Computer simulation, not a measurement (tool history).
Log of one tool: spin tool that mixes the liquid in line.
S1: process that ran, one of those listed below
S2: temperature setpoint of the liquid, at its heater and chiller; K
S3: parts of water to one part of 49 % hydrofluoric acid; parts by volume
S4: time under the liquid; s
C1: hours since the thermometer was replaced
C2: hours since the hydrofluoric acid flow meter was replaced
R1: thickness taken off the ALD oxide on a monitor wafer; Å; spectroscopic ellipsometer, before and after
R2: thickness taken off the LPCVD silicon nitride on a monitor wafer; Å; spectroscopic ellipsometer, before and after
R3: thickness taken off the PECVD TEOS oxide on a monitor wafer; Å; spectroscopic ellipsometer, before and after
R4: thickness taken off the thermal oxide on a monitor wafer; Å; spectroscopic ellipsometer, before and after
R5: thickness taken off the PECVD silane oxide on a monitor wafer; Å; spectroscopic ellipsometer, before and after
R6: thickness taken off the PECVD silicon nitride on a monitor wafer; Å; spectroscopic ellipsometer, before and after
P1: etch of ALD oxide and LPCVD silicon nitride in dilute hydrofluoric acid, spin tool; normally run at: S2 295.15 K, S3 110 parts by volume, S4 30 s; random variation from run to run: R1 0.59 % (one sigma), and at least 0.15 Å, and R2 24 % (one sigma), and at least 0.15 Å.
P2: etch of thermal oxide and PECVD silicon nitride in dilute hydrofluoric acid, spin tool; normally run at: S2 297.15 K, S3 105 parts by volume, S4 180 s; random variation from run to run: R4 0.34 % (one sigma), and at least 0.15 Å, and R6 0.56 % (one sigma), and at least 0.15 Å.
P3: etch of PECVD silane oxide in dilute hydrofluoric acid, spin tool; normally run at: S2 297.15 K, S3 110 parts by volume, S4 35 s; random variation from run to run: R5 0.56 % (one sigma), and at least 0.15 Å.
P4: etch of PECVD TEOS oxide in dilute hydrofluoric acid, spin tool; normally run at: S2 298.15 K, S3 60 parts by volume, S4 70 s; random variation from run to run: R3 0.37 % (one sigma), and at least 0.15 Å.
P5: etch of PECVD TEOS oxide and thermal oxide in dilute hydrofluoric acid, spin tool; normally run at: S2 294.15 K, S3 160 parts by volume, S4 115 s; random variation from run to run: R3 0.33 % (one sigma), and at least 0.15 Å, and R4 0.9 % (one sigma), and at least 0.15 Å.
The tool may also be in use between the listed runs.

run,hour,S1,S2,S3,S4,C1,C2,R1,R2,R3,R4,R5,R6
1,15.0,P1,295.15,110,30,1104.6,570.8,54.476,1.57750,,,,
2,23.4,P5,290.15,160,115,1113.0,579.2,,,87.284,24.7650,,
3,32.4,P1,295.15,110,30,1122.0,588.2,54.177,0.97861,,,,
4,42.6,P1,295.15,110,30,1132.2,598.4,54.549,1.47320,,,,
5,52.8,P1,295.15,110,30,1142.4,608.6,54.738,0.82606,,,,
6,62.9,P3,297.15,25,35,1152.5,618.7,,,,,506.850,
7,76.4,P1,295.15,20,30,1166.0,632.2,335.580,6.51220,,,,
8,92.2,P2,297.15,105,180,1181.8,648.0,,,,78.1380,,54.464
9,101.9,P3,297.15,110,35,1191.5,657.7,,,,,103.250,
10,117.5,P5,294.15,65,115,1207.1,673.3,,,279.910,78.2600,,
11,127.6,P4,298.15,60,130,1217.2,683.4,,,365.870,,,
12,143.3,P2,297.15,165,180,1232.9,699.1,,,,46.6200,,35.069
13,151.6,P1,295.15,110,60,1241.2,707.4,110.400,1.84870,,,,
14,159.9,P5,294.15,160,20,1249.5,715.7,,,17.492,4.8111,,
15,175.3,P4,298.15,60,70,1264.9,731.1,,,197.710,,,
16,188.6,P1,295.15,110,30,1278.2,744.4,54.552,1.23670,,,,
17,197.1,P3,304.15,110,35,1286.7,752.9,,,,,134.250,
18,208.7,P2,297.15,105,350,1298.3,764.5,,,,151.4900,,106.830
19,219.2,P5,294.15,160,115,1308.8,775.0,,,101.910,28.7540,,
20,226.3,P1,295.15,110,30,1315.9,782.1,54.616,0.82362,,,,
21,240.2,P1,295.15,110,30,1329.8,796.0,54.239,1.41260,,,,
22,247.6,P4,291.15,60,70,1337.2,803.4,,,147.570,,,
23,256.5,P1,295.15,110,15,1346.1,812.3,27.632,0.36777,,,,
24,270.2,P3,297.15,110,15,1359.8,826.0,,,,,44.054,
25,283.8,P4,298.15,60,70,1373.4,839.6,,,196.150,,,
26,292.2,P1,301.65,110,30,1381.8,848.0,70.138,2.25650,,,,
27,305.2,P5,294.15,160,115,1394.8,861.0,,,101.650,28.7690,,
28,320.8,P1,295.15,160,30,1410.4,876.6,35.337,0.79614,,,,
29,334.4,P2,291.15,105,180,1424.0,890.2,,,,61.1810,,36.649
30,341.5,P1,290.65,110,30,1431.1,897.3,44.949,1.03910,,,,
31,350.6,P4,298.15,30,70,1440.2,906.4,,,408.160,,,
32,361.6,P1,302.65,110,60,1451.2,917.4,146.000,2.88010,,,,
33,374.7,P1,295.15,110,30,1464.3,930.5,54.788,0.85054,,,,
34,387.7,P1,295.15,110,30,1477.3,943.5,56.648,0.76925,,,,
35,394.8,P1,295.15,110,30,1484.4,950.6,57.475,0.77879,,,,
36,407.4,P1,295.15,110,30,1497.0,963.2,58.970,1.12930,,,,
37,414.4,P1,295.15,110,30,1504.0,970.2,58.320,1.35730,,,,
38,426.5,P1,295.15,110,30,1516.1,982.3,58.350,0.75656,,,,
39,436.6,P1,295.15,110,30,1526.2,992.4,58.711,0.97410,,,,
40,450.2,P1,295.15,110,30,1539.8,1006.0,58.982,1.23320,,,,
41,462.7,P1,295.15,110,30,1552.3,1018.5,59.175,1.28850,,,,

What P1 gives has crept away from where it was. These 2 causes fit the log equally well, each at the size given:
A: liquid hotter than its thermometer reads (K) = 1.85
B: hydrofluoric acid flow above the setpoint (%) = 6.74
The creep began at about hour 374.7.

4 check runs are offered, one wafer each, their results left as question marks. Which one tells the causes apart?
check 1,475.2,P5,290.15,160,35,,,,,?,?,,
check 2,475.2,P2,297.15,165,180,,,,,,?,,?
check 3,475.2,P4,293.65,60,70,,,,,?,,,
check 4,475.2,P3,297.15,30,35,,,,,,,?,

What each check would give under each cause:
check,result,if A,if B
check 1,R3,28.495,28.501
check 1,R4,8.0413,8.0431
check 2,R4,49.7020,50.0850
check 2,R6,39.253,37.223
check 3,R3,176.390,175.100
check 4,R5,450.200,446.050
How far apart the two closest causes lie, in the result that separates them most: check 1 0.02 %; check 2 5.31 %; check 3 0.73 %; check 4 0.93 %
Check 2 tells the causes apart: in the others they would give nearly the same result.

Check 2 was then run and gave: R4 50.0840 Å; R6 37.684 Å. Which cause is it?

It is B: hydrofluoric acid flow above the setpoint (%).

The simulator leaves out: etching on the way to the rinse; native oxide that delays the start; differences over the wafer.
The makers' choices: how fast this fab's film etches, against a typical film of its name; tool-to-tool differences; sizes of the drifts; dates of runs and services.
